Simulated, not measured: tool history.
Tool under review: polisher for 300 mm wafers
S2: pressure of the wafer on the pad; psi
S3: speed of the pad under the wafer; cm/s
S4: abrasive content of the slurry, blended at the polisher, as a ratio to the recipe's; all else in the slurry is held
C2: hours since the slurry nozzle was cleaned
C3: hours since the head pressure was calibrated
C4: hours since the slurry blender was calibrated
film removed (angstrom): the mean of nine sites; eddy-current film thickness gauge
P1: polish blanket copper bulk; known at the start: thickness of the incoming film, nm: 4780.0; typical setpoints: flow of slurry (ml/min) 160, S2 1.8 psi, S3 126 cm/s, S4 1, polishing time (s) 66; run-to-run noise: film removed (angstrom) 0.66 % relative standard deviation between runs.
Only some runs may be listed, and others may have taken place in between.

{"run": 1, "day": 0.358, "flow of slurry (ml/min)": 160, "S2": 1.8, "S3": 126, "S4": 1, "polishing time (s)": 66, "wafers polished on this pad": 352, "C2": 140.5, "C3": 100.9, "C4": 80.9, "film removed (angstrom)": 4828.4}
{"run": 2, "day": 0.717, "flow of slurry (ml/min)": 160, "S2": 1.8, "S3": 180, "S4": 1, "polishing time (s)": 66, "wafers polished on this pad": 449, "C2": 149.1, "C3": 109.5, "C4": 89.5, "film removed (angstrom)": 6922}
{"run": 3, "day": 1.038, "flow of slurry (ml/min)": 240, "S2": 1.8, "S3": 126, "S4": 1, "polishing time (s)": 66, "wafers polished on this pad": 535, "C2": 156.8, "C3": 117.2, "C4": 97.2, "film removed (angstrom)": 5112.6}
{"run": 4, "day": 1.604, "flow of slurry (ml/min)": 160, "S2": 1.8, "S3": 126, "S4": 1, "polishing time (s)": 66, "wafers polished on this pad": 688, "C2": 170.4, "C3": 130.8, "C4": 110.8, "film removed (angstrom)": 4881.3}
{"run": 5, "day": 1.888, "flow of slurry (ml/min)": 160, "S2": 2.6, "S3": 126, "S4": 1, "polishing time (s)": 66, "wafers polished on this pad": 765, "C2": 177.2, "C3": 137.6, "C4": 117.6, "film removed (angstrom)": 6965.4}
{"run": 6, "day": 2.283, "flow of slurry (ml/min)": 160, "S2": 1.8, "S3": 126, "S4": 1, "polishing time (s)": 66, "wafers polished on this pad": 872, "C2": 186.7, "C3": 147.1, "C4": 127.1, "film removed (angstrom)": 4819.8}
{"run": 7, "day": 2.929, "flow of slurry (ml/min)": 160, "S2": 1.8, "S3": 126, "S4": 1.45, "polishing time (s)": 66, "wafers polished on this pad": 1046, "C2": 202.2, "C3": 162.6, "C4": 142.6, "film removed (angstrom)": 5172.4}
{"run": 8, "day": 3.438, "flow of slurry (ml/min)": 160, "S2": 1.8, "S3": 126, "S4": 1, "polishing time (s)": 66, "wafers polished on this pad": 1183, "C2": 214.4, "C3": 174.8, "C4": 154.8, "film removed (angstrom)": 4863.6}
{"run": 9, "day": 4.004, "flow of slurry (ml/min)": 95, "S2": 1.8, "S3": 126, "S4": 1, "polishing time (s)": 66, "wafers polished on this pad": 1336, "C2": 228, "C3": 188.4, "C4": 168.4, "film removed (angstrom)": 4336.1}
{"run": 10, "day": 4.375, "flow of slurry (ml/min)": 160, "S2": 1.8, "S3": 86, "S4": 1, "polishing time (s)": 66, "wafers polished on this pad": 1436, "C2": 236.9, "C3": 197.3, "C4": 177.3, "film removed (angstrom)": 3320.9}
{"run": 11, "day": 4.708, "flow of slurry (ml/min)": 160, "S2": 0.9, "S3": 126, "S4": 1, "polishing time (s)": 66, "wafers polished on this pad": 1526, "C2": 244.9, "C3": 205.3, "C4": 185.3, "film removed (angstrom)": 2435.5}
{"run": 12, "day": 5.225, "flow of slurry (ml/min)": 160, "S2": 1, "S3": 166, "S4": 1, "polishing time (s)": 66, "wafers polished on this pad": 1666, "C2": 257.3, "C3": 217.7, "C4": 197.7, "film removed (angstrom)": 3544.8}
{"run": 13, "day": 5.517, "flow of slurry (ml/min)": 210, "S2": 1.2, "S3": 126, "S4": 1, "polishing time (s)": 66, "wafers polished on this pad": 1745, "C2": 264.3, "C3": 224.7, "C4": 204.7, "film removed (angstrom)": 3368.1}
{"run": 14, "day": 6.025, "flow of slurry (ml/min)": 160, "S2": 1.8, "S3": 126, "S4": 0.65, "polishing time (s)": 66, "wafers polished on this pad": 1882, "C2": 276.5, "C3": 236.9, "C4": 216.9, "film removed (angstrom)": 4444.1}
{"run": 15, "day": 6.425, "flow of slurry (ml/min)": 160, "S2": 1.8, "S3": 126, "S4": 1, "polishing time (s)": 99, "wafers polished on this pad": 1990, "C2": 286.1, "C3": 246.5, "C4": 226.5, "film removed (angstrom)": 7308}
{"run": 16, "day": 6.792, "flow of slurry (ml/min)": 160, "S2": 1.8, "S3": 126, "S4": 1, "polishing time (s)": 66, "wafers polished on this pad": 2089, "C2": 294.9, "C3": 255.3, "C4": 235.3, "film removed (angstrom)": 4844.8}
{"run": 17, "day": 7.254, "flow of slurry (ml/min)": 160, "S2": 1.8, "S3": 126, "S4": 1, "polishing time (s)": 38, "wafers polished on this pad": 2214, "C2": 306, "C3": 266.4, "C4": 246.4, "film removed (angstrom)": 2784.4}
{"run": 18, "day": 7.9, "flow of slurry (ml/min)": 160, "S2": 1.8, "S3": 126, "S4": 1, "polishing time (s)": 66, "wafers polished on this pad": 2388, "C2": 321.5, "C3": 281.9, "C4": 261.9, "film removed (angstrom)": 4946}
{"run": 19, "day": 8.454, "flow of slurry (ml/min)": 160, "S2": 1.8, "S3": 126, "S4": 1, "polishing time (s)": 66, "wafers polished on this pad": 2538, "C2": 334.8, "C3": 295.2, "C4": 275.2, "film removed (angstrom)": 4786.3}
{"run": 20, "day": 9.008, "flow of slurry (ml/min)": 160, "S2": 1.8, "S3": 126, "S4": 1, "polishing time (s)": 66, "wafers polished on this pad": 2687, "C2": 348.1, "C3": 308.5, "C4": 288.5, "film removed (angstrom)": 4615.4}
{"run": 21, "day": 9.433, "flow of slurry (ml/min)": 160, "S2": 1.8, "S3": 126, "S4": 1, "polishing time (s)": 66, "wafers polished on this pad": 2802, "C2": 358.3, "C3": 318.7, "C4": 298.7, "film removed (angstrom)": 4585.3}
{"run": 22, "day": 9.754, "flow of slurry (ml/min)": 160, "S2": 1.8, "S3": 126, "S4": 1, "polishing time (s)": 66, "wafers polished on this pad": 2889, "C2": 366, "C3": 326.4, "C4": 306.4, "film removed (angstrom)": 4524.4}

The next listed run, before its measurement:
{"day": 10.062, "done": "head pressure recalibrated"}
{"run": 23, "day": 10.088, "flow of slurry (ml/min)": 160, "S2": 1.8, "S3": 126, "S4": 1, "polishing time (s)": 66, "wafers polished on this pad": 2979, "C2": 374, "C3": 0.7, "C4": 314.4, "film removed (angstrom)": "?"}

{"run 23": {"film removed (angstrom)": 4528.7}}
